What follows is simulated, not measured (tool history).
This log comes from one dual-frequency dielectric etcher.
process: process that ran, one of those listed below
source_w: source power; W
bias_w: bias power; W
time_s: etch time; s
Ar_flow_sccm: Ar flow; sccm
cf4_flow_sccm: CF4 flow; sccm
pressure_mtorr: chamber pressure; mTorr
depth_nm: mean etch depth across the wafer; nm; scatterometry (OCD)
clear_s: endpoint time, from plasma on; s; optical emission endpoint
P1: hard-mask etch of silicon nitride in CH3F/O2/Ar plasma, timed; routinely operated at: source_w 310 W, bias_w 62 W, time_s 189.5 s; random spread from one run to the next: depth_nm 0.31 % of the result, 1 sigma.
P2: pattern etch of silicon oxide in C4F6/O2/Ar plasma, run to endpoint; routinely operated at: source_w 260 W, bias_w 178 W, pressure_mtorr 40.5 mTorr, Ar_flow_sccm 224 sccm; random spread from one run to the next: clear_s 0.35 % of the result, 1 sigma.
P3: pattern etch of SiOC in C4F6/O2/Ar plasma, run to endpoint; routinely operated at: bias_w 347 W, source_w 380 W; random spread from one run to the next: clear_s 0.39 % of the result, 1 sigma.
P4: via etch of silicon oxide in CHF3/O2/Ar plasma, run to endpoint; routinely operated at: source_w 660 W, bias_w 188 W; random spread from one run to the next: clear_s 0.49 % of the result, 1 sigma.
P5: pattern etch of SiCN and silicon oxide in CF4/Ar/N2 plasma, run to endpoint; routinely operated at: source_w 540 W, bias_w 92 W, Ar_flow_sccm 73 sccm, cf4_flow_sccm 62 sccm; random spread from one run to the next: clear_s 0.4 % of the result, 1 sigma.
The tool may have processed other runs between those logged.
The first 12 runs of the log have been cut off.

| run | hour | process | source_w | bias_w | time_s | Ar_flow_sccm | cf4_flow_sccm | pressure_mtorr | depth_nm | clear_s |
|---|---|---|---|---|---|---|---|---|---|---|
| 13 | 141.0 | P1 | 310 | 81 | 189.5 |  |  |  | 122.990 |  |
| 14 | 154.3 | P2 | 260 | 178 |  | 224 |  | 30.0 |  | 12.9290 |
| 15 | 163.2 | P4 | 660 | 188 |  |  |  |  |  | 265.8500 |
| 16 | 178.4 | P1 | 310 | 62 | 189.5 |  |  |  | 112.220 |  |
| 17 | 188.8 | P2 | 260 | 178 |  | 283 |  | 40.5 |  | 13.8770 |
| 18 | 202.1 | P1 | 310 | 62 | 132.5 |  |  |  | 78.427 |  |
| 19 | 213.2 | P2 | 260 | 104 |  | 224 |  | 40.5 |  | 15.8930 |
| 20 | 228.0 | P2 | 260 | 178 |  | 224 |  | 40.5 |  | 13.4400 |
| 21 | 236.8 | P1 | 310 | 62 | 189.5 |  |  |  | 111.790 |  |
| 22 | 250.2 | P1 | 420 | 42 | 189.5 |  |  |  | 111.190 |  |
| 23 | 257.0 | P1 | 310 | 62 | 189.5 |  |  |  | 112.090 |  |
| 24 | 267.6 | P1 | 410 | 77 | 189.5 |  |  |  | 133.840 |  |
| 25 | 279.1 | P2 | 200 | 178 |  | 224 |  | 40.5 |  | 14.8130 |
| 26 | 287.4 | P1 | 310 | 62 | 189.5 |  |  |  | 111.910 |  |
| 27 | 295.7 | P1 | 310 | 62 | 269.0 |  |  |  | 158.340 |  |
| 28 | 307.5 | P4 | 660 | 188 |  |  |  |  |  | 267.5800 |
| 29 | 322.1 | P3 | 380 | 347 |  |  |  |  |  | 17.1360 |

Run 30 is up next; what results do you expect?
| 30 | 329.1 | P3 | 380 | 449 |  |  |  |  |  | ? |

Logged for run 30: clear_s 15.5310 s.

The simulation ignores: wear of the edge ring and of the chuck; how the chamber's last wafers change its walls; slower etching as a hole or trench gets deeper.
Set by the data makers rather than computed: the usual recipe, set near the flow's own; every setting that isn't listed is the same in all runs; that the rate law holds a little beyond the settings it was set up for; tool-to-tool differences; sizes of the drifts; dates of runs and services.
